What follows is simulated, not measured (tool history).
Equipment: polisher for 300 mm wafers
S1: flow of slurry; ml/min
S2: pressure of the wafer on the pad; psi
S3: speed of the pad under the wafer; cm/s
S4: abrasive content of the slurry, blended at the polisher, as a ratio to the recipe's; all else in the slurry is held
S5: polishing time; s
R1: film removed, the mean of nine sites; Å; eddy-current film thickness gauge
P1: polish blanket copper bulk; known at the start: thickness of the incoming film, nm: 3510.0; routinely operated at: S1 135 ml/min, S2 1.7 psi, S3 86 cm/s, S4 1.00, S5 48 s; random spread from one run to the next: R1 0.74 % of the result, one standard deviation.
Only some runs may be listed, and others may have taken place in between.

| run | hour | S1 | S2 | S3 | S4 | S5 | R1 |
|---|---|---|---|---|---|---|---|
| 1 | 16.2 | 135 | 1.7 | 86 | 1.00 | 48 | 2188.9 |
| 2 | 31.3 | 210 | 1.7 | 86 | 1.00 | 48 | 2376.8 |
| 3 | 47.4 | 135 | 1.7 | 86 | 1.35 | 48 | 2346.7 |
| 4 | 57.8 | 135 | 1.7 | 62 | 1.00 | 48 | 1602.6 |
| 5 | 72.2 | 135 | 1.7 | 86 | 1.00 | 48 | 2200.4 |
| 6 | 80.9 | 170 | 1.3 | 86 | 1.00 | 48 | 1764.2 |
| 7 | 92.4 | 135 | 1.7 | 86 | 1.00 | 75 | 3465.1 |
| 8 | 109.2 | 135 | 2.1 | 130 | 1.00 | 48 | 4096.5 |
| 9 | 124.3 | 135 | 1.7 | 86 | 1.00 | 48 | 2256.0 |
| 10 | 135.3 | 135 | 2.3 | 86 | 1.00 | 48 | 2993.6 |
| 11 | 151.1 | 80 | 1.1 | 86 | 1.00 | 48 | 1247.0 |
| 12 | 167.3 | 135 | 1.7 | 86 | 1.00 | 22 | 1004.7 |
| 13 | 175.6 | 135 | 1.7 | 128 | 1.00 | 48 | 3286.1 |
| 14 | 187.5 | 90 | 1.7 | 86 | 1.00 | 48 | 2028.9 |
| 15 | 198.7 | 135 | 1.7 | 86 | 1.00 | 48 | 2237.9 |
| 16 | 212.8 | 135 | 1.7 | 86 | 1.00 | 48 | 2197.2 |
| 17 | 229.1 | 135 | 0.8 | 86 | 1.00 | 48 | 1051.5 |
| 18 | 241.7 | 135 | 1.7 | 86 | 1.00 | 48 | 2210.9 |
| 19 | 257.7 | 135 | 1.7 | 86 | 0.60 | 48 | 1961.4 |
| 20 | 267.1 | 135 | 1.7 | 86 | 1.00 | 48 | 2242.3 |
| 21 | 275.7 | 135 | 1.7 | 86 | 1.00 | 48 | 2142.5 |
| 22 | 289.9 | 135 | 1.7 | 86 | 1.00 | 48 | 2066.1 |
|  | 300.8 | head pressure recalibrated |
| 23 | 306.6 | 135 | 1.7 | 86 | 1.00 | 48 | 2037.2 |
| 24 | 320.5 | 135 | 1.7 | 86 | 1.00 | 48 | 2019.2 |
|  | 326.1 | slurry blender recalibrated |
| 25 | 329.3 | 135 | 1.7 | 86 | 1.00 | 48 | 2018.0 |
| 26 | 342.2 | 135 | 1.7 | 86 | 1.00 | 48 | 1991.9 |
| 27 | 356.2 | 135 | 1.7 | 86 | 1.00 | 48 | 1979.2 |

Compared with where it was, what P1 gives has crept away. Each cause listed below fits the log as well as the rest, at the size given for it:
A: removal rate lost through wear of the pad, % = 10.2
B: slurry flow missing at the pad, % = 36.5
Onset of the creep was near hour 267.1.
Excluded causes, each with its reason:
head's pressure below its setpoint, %: serviced after onset, at hour 300.8, with no recovery of the prior output
abrasive missing from the slurry, %: serviced after onset, at hour 326.1, with no recovery of the prior output

Which of the check runs below tells the causes apart, meaning the causes would give it clearly different results? Each run uses 3 wafers whose results are averaged, and each result is shown as a question mark.
| check 1 | 370.2 | 135 | 1.7 | 86 | 0.70 | 74 | ? |
| check 2 | 370.2 | 135 | 1.7 | 124 | 1.00 | 23 | ? |
| check 3 | 370.2 | 200 | 1.7 | 86 | 1.00 | 65 | ? |
| check 4 | 370.2 | 135 | 1.0 | 86 | 0.60 | 48 | ? |

If the cause were each of the candidates in turn, the checks would give the following:
| check | result | if A | if B |
|---|---|---|---|
| check 1 | R1 | 2838.6 | 2839.4 |
| check 2 | R1 | 1370.9 | 1371.3 |
| check 3 | R1 | 2862.0 | 2956.4 |
| check 4 | R1 | 1049.7 | 1050.0 |
How far apart the two closest causes lie, in the result that separates them most: check 1 0.03 %; check 2 0.03 %; check 3 3.25 %; check 4 0.03 %
Of the check runs offered, only check 3 discriminates between the causes; the rest would read about the same regardless of which cause applies.

Then check 3 was run and gave: R1 2960.6 Å. Which cause is it?

The correct cause is B, namely: slurry flow missing at the pad, %.

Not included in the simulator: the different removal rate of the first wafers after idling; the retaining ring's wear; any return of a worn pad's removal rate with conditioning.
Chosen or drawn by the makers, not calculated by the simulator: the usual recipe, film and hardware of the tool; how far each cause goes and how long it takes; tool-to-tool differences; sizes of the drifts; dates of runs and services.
